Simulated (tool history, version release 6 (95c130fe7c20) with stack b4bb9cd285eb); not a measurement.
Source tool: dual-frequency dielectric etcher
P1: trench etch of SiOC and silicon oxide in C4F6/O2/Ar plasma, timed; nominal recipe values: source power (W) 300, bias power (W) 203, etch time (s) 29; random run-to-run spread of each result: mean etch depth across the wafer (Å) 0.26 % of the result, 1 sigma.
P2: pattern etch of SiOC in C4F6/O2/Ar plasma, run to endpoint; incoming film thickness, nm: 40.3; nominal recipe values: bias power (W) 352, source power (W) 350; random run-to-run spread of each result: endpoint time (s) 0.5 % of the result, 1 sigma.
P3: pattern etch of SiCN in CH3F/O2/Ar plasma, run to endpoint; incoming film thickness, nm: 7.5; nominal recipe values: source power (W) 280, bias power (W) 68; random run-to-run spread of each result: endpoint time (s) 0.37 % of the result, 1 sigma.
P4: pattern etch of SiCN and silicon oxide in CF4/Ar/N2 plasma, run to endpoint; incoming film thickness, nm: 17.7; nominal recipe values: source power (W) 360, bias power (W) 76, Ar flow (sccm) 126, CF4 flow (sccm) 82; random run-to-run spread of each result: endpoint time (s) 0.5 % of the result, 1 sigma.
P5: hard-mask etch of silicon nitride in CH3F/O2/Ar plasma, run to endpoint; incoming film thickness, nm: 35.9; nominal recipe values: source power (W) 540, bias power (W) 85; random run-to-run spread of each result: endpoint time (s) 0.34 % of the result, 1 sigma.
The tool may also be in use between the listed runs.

run    day  process that ran  source power (W)  bias power (W)  etch time (s)  Ar flow (sccm)  CF4 flow (sccm)  hours since the last wet clean  hours since the last source power generator calibration  hours since the last bias power generator calibration  mean etch depth across the wafer (Å)  endpoint time (s)
  1  0.188                P1               300             203             29                                                             70.4                                                   2602.6                                                  585.8                                535.11
  2  0.321                P1               180             203             29                                                             73.6                                                   2605.8                                                    589                                437.93
  3  0.546                P3               280              68                                                                              79                                                   2611.2                                                  594.4                                                   22.453
  4  0.817                P4               360              45                            126               82                            85.5                                                   2617.7                                                  600.9                                                   28.299
  5  1.067                P1               300             203             29                                                             91.5                                                   2623.7                                                  606.9                                533.56
  6  1.262                P1               300             203             29                                                             96.2                                                   2628.4                                                  611.6                                532.05
  7  1.429                P3               280              51                                                                           100.2                                                   2632.4                                                  615.6                                                   24.915
  8  1.579                P2               240             352                                                                           103.8                                                     2636                                                  619.2                                                   18.869
  9   1.75                P5               380              85                                                                           107.9                                                   2640.1                                                  623.3                                                   49.459
 10  1.988                P1               370             203             29                                                            113.6                                                   2645.8                                                    629                                578.68
 11  2.162                P3               280              68                                                                           117.8                                                     2650                                                  633.2                                                    22.57
 12  2.292                P1               300             203             17                                                            120.9                                                   2653.1                                                  636.3                                311.85
 13  2.504                P4               360              76                            126               82                             126                                                   2658.2                                                  641.4                                                   23.885
 14  2.733                P1               300             203           38.5                                                            131.5                                                   2663.7                                                  646.9                                709.43
 15  2.929                P1               300             203             29                                                            136.2                                                   2668.4                                                  651.6                                535.88
 16  3.175                P1               300             284             29                                                            142.1                                                   2674.3                                                  657.5                                596.41
 17  3.421                P1               300             203             29                                                              148                                                   2680.2                                                  663.4                                 534.8
 18  3.629                P4               360              76                            126               60                             153                                                   2685.2                                                  668.4                                                   24.784
 19  3.796                P1               300             148             29                                                              157                                                   2689.2                                                  672.4                                479.52
 20  3.938                P5               540              54                                                                           160.4                                                   2692.6                                                  675.8                                                   50.085
 21  4.158                P2               350             352                                                                           165.7                                                   2697.9                                                  681.1                                                   16.368

Forecast run 22:
 22  4.333                P1               300             203             29                                                            169.9                                                   2702.1                                                  685.3                                     ?

mean etch depth across the wafer (Å): 533.13
